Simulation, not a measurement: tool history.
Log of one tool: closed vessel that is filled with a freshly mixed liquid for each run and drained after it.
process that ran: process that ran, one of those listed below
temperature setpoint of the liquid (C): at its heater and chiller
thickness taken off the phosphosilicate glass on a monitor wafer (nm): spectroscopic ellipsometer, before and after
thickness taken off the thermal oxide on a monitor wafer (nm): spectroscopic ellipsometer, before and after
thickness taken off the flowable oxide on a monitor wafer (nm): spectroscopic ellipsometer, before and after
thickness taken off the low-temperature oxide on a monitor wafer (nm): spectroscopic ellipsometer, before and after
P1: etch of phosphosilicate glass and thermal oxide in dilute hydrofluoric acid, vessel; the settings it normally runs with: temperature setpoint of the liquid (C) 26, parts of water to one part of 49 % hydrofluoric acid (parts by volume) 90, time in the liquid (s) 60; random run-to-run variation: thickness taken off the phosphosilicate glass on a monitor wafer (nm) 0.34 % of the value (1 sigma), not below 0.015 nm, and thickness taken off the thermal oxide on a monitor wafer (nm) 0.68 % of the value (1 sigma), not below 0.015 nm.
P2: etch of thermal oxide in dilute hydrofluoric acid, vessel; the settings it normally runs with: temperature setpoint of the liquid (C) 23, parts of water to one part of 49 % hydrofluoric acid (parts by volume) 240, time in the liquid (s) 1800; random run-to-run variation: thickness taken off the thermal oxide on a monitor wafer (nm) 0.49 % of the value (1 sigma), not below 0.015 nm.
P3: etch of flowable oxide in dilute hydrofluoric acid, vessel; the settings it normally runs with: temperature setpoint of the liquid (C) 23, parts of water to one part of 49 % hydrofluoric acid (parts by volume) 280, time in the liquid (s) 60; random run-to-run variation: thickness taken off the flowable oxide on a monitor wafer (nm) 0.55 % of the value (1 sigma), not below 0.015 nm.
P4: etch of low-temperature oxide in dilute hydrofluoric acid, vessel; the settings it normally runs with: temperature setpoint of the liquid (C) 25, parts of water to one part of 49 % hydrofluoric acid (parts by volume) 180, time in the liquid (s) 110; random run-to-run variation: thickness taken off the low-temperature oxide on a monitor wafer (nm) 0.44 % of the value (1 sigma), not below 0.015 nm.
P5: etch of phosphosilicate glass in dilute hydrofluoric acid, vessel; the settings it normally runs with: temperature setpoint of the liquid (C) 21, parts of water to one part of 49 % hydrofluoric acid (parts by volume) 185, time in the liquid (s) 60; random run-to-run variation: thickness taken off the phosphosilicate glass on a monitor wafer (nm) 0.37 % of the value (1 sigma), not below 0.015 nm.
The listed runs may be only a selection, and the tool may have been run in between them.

run   hour  process that ran  temperature setpoint of the liquid (C)  parts of water to one part of 49 % hydrofluoric acid (parts by volume)  time in the liquid (s)  thickness taken off the phosphosilicate glass on a monitor wafer (nm)  thickness taken off the thermal oxide on a monitor wafer (nm)  thickness taken off the flowable oxide on a monitor wafer (nm)  thickness taken off the low-temperature oxide on a monitor wafer (nm)
  1    4.6                P1                                      26                                                                      90                      60                                                                 144.71                                                         3.4453
  2    8.3                P1                                      26                                                                      90                      60                                                                  144.8                                                         3.4629
  3     13                P3                                      30                                                                     280                      60                                                                                                                                                                                                8.6604
  4   17.5                P3                                      23                                                                     385                      60                                                                                                                                                                                                4.5208
  5   22.4                P1                                      26                                                                      90                      60                                                                 144.94                                                         3.3629
  6   27.4                P1                                      26                                                                     130                      60                                                                 95.938                                                         2.2715
  7   29.8                P2                                      23                                                                     240                    1800                                                                                                                                30.326
  8   33.5                P2                                      23                                                                     240                    1800                                                                                                                                30.003
  9   38.4                P1                                    20.5                                                                      90                      60                                                                 116.31                                                         2.7214
 10     41                P3                                      23                                                                     280                      60                                                                                                                                                                                                6.7698
 11   45.3                P4                                      25                                                                      80                     110                                                                                                                                                                                                                                                                       25.082
 12   48.7                P4                                      25                                                                     180                     110                                                                                                                                                                                                                                                                       9.7791
 13   52.8                P1                                      26                                                                     140                      35                                                                 50.816                                                         1.2214
 14   56.2                P3                                      23                                                                     280                     110                                                                                                                                                                                                12.566
 15   60.7                P5                                      21                                                                      70                      60                                                                 89.157
 16   63.7                P1                                    30.5                                                                      90                      60                                                                 172.52                                                         4.0509
 17   67.2                P1                                      26                                                                      90                      60                                                                 143.85                                                         3.4532
 18   70.8                P4                                      25                                                                     180                     165                                                                                                                                                                                                                                                                       14.808
 19   75.1                P1                                      26                                                                      90                      30                                                                  72.76                                                         1.7242
 20   77.6                P4                                    17.5                                                                     180                     110                                                                                                                                                                                                                                                                       7.3796
 21   82.3                P2                                      23                                                                     240                     875                                                                                                                                 14.79
 22   85.5                P5                                      17                                                                     185                      60                                                                 25.173
 23   90.6                P3                                      23                                                                     280                      60                                                                                                                                                                                                6.8417
 24   93.8                P5                                      21                                                                     185                      95                                                                 46.714
 25   98.5                P1                                      22                                                                      90                      30                                                                 61.598                                                         1.4561
 26  101.8                P5                                      21                                                                     185                      60                                                                 29.467
 27  104.4                P5                                      21                                                                     185                      60                                                                 29.627
 28  106.9                P2                                      23                                                                     385                    1800                                                                                                                                 16.45
 29  109.6                P1                                      26                                                                      20                      60                                                                  721.8                                                         16.839
 30  113.7                P2                                      17                                                                     240                    1800                                                                                                                                23.877
 31  116.1                P1                                      26                                                                      90                     105                                                                 253.98                                                         6.1213
 32  119.7                P1                                      26                                                                      90                      60                                                                 144.32                                                         3.4704
 33    123                P1                                      26                                                                      90                      60                                                                 148.71                                                         3.4746
 34  126.1                P1                                      26                                                                      90                      60                                                                 150.96                                                         3.5935
 35  131.1                P1                                      26                                                                      90                      60                                                                 153.72                                                          3.604
 36  134.5                P1                                      26                                                                      90                      60                                                                 154.28                                                         3.6149
 37    137                P1                                      26                                                                      90                      60                                                                 155.67                                                         3.7255
 38  139.6                P1                                      26                                                                      90                      60                                                                 155.67                                                         3.6595
 39  143.9                P1                                      26                                                                      90                      60                                                                 156.47                                                         3.7274
 40  148.8                P1                                      26                                                                      90                      60                                                                 156.29                                                         3.7424
 41  153.3                P1                                      26                                                                      90                      60                                                                 157.05                                                         3.7008
 42  157.3                P1                                      26                                                                      90                      60                                                                 157.45                                                         3.7695

P1 has crept away from where it was. The log is fitted equally well by each of these 2 causes, at the sizes shown:
A: liquid hotter than its thermometer reads (K) = 2.07
B: hydrofluoric acid flow above the setpoint (%) = 7.47
At approximately hour 119.7, the process output began to creep.

The list below offers 4 check runs, each averaging the results of 2 wafers, and shows each result as a question mark. For which of them would the listed causes give clearly different results?
check 1  161.3                P5                                      21                                                                     100                      90                                                                      ?
check 2  161.3                P2                                    17.5                                                                     240                    1100                                                                                                                                     ?
check 3  161.3                P3                                    27.5                                                                     370                      60                                                                                                                                                                                                     ?
check 4  161.3                P4                                    17.5                                                                     180                     110                                                                                                                                                                                                                                                                            ?

How each check would come out, cause by cause:
  check                                                                 result    if A    if B
check 1  thickness taken off the phosphosilicate glass on a monitor wafer (nm)  97.517  97.181
check 2          thickness taken off the thermal oxide on a monitor wafer (nm)  16.237   16.36
check 3         thickness taken off the flowable oxide on a monitor wafer (nm)  5.8859  6.0806
check 4  thickness taken off the low-temperature oxide on a monitor wafer (nm)  7.9909  8.0055
Per-check spread between the two closest causes, in the result where they differ most: check 1 0.35 %; check 2 0.76 %; check 3 3.25 %; check 4 0.18 %
Only in check 3 would the causes give clearly different results; in the remaining checks their results would be nearly the same.

Check 3 was then run and gave: thickness taken off the flowable oxide on a monitor wafer (nm) 6.1261. Which cause is it?

It is B: hydrofluoric acid flow above the setpoint (%).
